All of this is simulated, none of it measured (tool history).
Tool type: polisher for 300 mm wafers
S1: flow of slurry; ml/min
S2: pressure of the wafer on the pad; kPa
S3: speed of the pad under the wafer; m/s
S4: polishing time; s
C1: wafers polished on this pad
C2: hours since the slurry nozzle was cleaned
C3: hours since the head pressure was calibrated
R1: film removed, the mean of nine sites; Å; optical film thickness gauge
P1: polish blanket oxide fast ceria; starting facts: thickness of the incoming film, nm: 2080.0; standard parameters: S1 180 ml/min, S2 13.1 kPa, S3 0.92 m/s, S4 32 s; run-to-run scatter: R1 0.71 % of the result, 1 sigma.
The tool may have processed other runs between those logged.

run,hour,S1,S2,S3,S4,C1,C2,C3,R1
1,9.3,180,13.1,0.92,32,426,161,207.7,3592.4
2,21.9,180,13.1,0.92,32,535,173.6,220.3,3615.8
3,32,180,13.1,0.92,32,622,183.7,230.4,3669.3
4,40.3,180,13.1,0.92,32,694,192,238.7,3658.6
5,49.2,180,13.1,0.92,19,771,200.9,247.6,2127.6
6,59.2,110,13.1,0.92,32,858,210.9,257.6,3268.2
7,68.5,180,19.3,0.92,32,938,220.2,266.9,5309.3
8,81.1,180,13.1,0.92,32,1047,232.8,279.5,3599.3
9,93.5,180,13.1,0.42,32,1155,245.2,291.9,1662.1
10,104.4,230,13.1,0.92,32,1249,256.1,302.8,3735
11,115.4,110,16.5,0.92,32,1344,267.1,313.8,4187.8
12,125.2,180,6.2,0.92,32,1429,276.9,323.6,1706.4
13,134.1,180,13.1,0.92,32,1506,285.8,332.5,3601.3
# hour 142: slurry nozzle cleaned
14,146.4,180,13.1,1.28,32,1612,4.4,344.8,5056.1
15,158.3,180,13.1,0.92,50,1715,16.3,356.7,5666.5
16,164.9,180,13.1,0.92,32,1772,22.9,363.3,3590.7

For run 17, what comes out?
17,171.4,180,13.1,0.92,32,1829,29.4,369.8,?

{"run 17": {"R1": 3485.5}}
